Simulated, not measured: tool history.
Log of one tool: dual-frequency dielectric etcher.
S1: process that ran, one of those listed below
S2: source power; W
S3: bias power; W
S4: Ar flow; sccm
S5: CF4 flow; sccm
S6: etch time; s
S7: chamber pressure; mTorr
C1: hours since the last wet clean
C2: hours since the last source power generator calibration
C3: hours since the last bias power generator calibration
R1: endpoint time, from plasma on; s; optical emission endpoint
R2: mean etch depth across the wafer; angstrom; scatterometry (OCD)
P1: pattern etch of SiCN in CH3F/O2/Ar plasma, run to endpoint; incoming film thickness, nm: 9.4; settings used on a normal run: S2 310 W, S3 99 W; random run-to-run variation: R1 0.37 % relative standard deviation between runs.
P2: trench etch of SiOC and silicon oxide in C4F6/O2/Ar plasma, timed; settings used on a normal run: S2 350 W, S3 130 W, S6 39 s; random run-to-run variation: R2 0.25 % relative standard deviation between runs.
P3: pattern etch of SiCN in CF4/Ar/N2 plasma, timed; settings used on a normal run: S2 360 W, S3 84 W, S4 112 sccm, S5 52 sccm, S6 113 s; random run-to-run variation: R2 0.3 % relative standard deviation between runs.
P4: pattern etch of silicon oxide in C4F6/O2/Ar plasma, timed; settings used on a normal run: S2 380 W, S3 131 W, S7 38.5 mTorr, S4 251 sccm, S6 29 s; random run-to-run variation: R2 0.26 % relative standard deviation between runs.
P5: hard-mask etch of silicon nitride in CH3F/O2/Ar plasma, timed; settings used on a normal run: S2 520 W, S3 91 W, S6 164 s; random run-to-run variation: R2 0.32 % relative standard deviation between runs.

run,day,S1,S2,S3,S4,S5,S6,S7,C1,C2,C3,R1,R2
1,0.412,P1,310,99,,,,,211.3,1263.1,305.2,24.648,
2,0.892,P3,360,101,112,52,113,,222.8,1274.6,316.7,,820.46
3,1.121,P1,310,126,,,,,228.3,1280.1,322.2,22.532,
4,1.558,P1,410,99,,,,,238.8,1290.6,332.7,22.294,
5,2,P1,410,73,,,,,249.4,1301.2,343.3,24.781,
6,2.246,P4,220,131,251,,29,38.5,255.3,1307.1,349.2,,658.35
7,2.462,P4,380,131,251,,29,38.5,260.5,1312.3,354.4,,814.4
8,2.667,P5,520,91,,,108,,265.4,1317.2,359.3,,884.74
9,2.917,P4,380,131,305,,29,38.5,271.4,1323.2,365.3,,793.43
10,3.15,P4,380,131,251,,37.5,38.5,277,1328.8,370.9,,1052.5
11,3.488,P5,520,129,,,164,,285.1,1336.9,379,,1519.5
12,3.746,P5,520,91,,,164,,291.3,1343.1,385.2,,1340.7
13,4.154,P1,310,99,,,,,301.1,1352.9,395,24.606,
14,4.504,P1,310,99,,,,,309.5,1361.3,403.4,24.508,
15,4.779,P2,350,130,,,39,,316.1,1367.9,410,,681.76
16,5.05,P1,380,134,,,,,322.6,1374.4,416.5,20.361,
17,5.262,P2,470,130,,,39,,327.7,1379.5,421.6,,765.79
18,5.567,P5,520,91,,,164,,335,1386.8,428.9,,1341.3
19,5.812,P5,320,91,,,164,,340.9,1392.7,434.8,,1120.3
20,6.067,P2,350,130,,,21.5,,347,1398.8,440.9,,377.33
21,6.417,P3,250,84,112,52,113,,355.4,1407.2,449.3,,559.25
22,6.875,P3,360,84,112,52,113,,366.4,1418.2,460.3,,761.89
23,7.121,P4,380,131,251,,29,47,372.3,1424.1,466.2,,793.2
24,7.442,P1,210,99,,,,,380,1431.8,473.9,28.28,
25,7.775,P3,360,84,112,30,113,,388,1439.8,481.9,,702.16
26,8.017,P3,360,84,138,52,113,,393.8,1445.6,487.7,,742.57
27,8.425,P3,360,84,112,52,113,,403.6,1455.4,497.5,,764.82
28,8.633,P1,310,99,,,,,408.6,1460.4,502.5,24.79,
29,8.992,P2,350,168,,,39,,417.2,1469,511.1,,737.1
30,9.408,P4,380,107,251,,29,38.5,427.2,1479,521.1,,763.45
31,9.792,P1,310,61,,,,,436.4,1488.2,530.3,29.473,
32,10.154,P1,310,99,,,,,445.1,1496.9,539,24.564,
33,10.371,P1,310,99,,,,,450.3,1502.1,544.2,24.705,
34,10.704,P3,360,84,112,52,169.5,,458.3,1510.1,552.2,,1148.1
35,11.112,P2,350,130,,,39,,468.1,1519.9,562,,681.94
36,11.379,P1,310,99,,,,,474.5,1526.3,568.4,24.604,
37,11.762,P1,310,99,,,,,483.7,1535.5,577.6,24.875,
38,12.233,P1,310,99,,,,,495,1546.8,588.9,24.91,
39,12.688,P1,310,99,,,,,505.9,1557.7,599.8,25.064,
40,12.971,P1,310,99,,,,,512.7,1564.5,606.6,24.997,
41,13.267,P1,310,99,,,,,519.8,1571.6,613.7,25,
# day 13.433: wet clean of the chamber
42,13.512,P1,310,99,,,,,2,1577.5,619.6,24.953,
43,13.946,P1,310,99,,,,,12.4,1587.9,630,24.987,
44,14.262,P1,310,99,,,,,20,1595.5,637.6,25.097,

Something has made what P1 gives creep away from where it was; the 2 causes below, each at its own stated size, fit the log equally well:
A: bias power that arrives under what is set, % = 4.74
B: source power that arrives under what is set, % = 4.92
The drift started at roughly day 11.379.
Other possible causes, and why each is ruled out:
chamber walls in a state that lowers the etch rate, %: was serviced at day 13.433, once the creep was under way, yet the earlier output never came back

Each of the 4 check runs below uses one wafer; its results are left as question marks. Which run tells the causes apart?
check 1,14.579,P5,340,128,,,164,,,,,,?
check 2,14.579,P4,240,131,251,,36,38.5,,,,,?
check 3,14.579,P2,350,164,,,39,,,,,,?
check 4,14.579,P3,360,84,112,35,166,,,,,,?

If the cause were each of the candidates in turn, the checks would give the following:
check,result,if A,if B
check 1,R2,1276.8,1277.1
check 2,R2,829.06,824.9
check 3,R2,721.13,717.85
check 4,R2,1034.4,1010.4
Minimum pairwise separation of causes per check, each pair taken at its best-separating result: check 1 0.03 %; check 2 0.5 %; check 3 0.45 %; check 4 2.35 %
Check 4 tells the causes apart: in the others they would give nearly the same result.

The results of check 4 are: R2 1007 angstrom. Based on these, which of the listed causes is it?

It was cause B: source power that arrives under what is set, %.
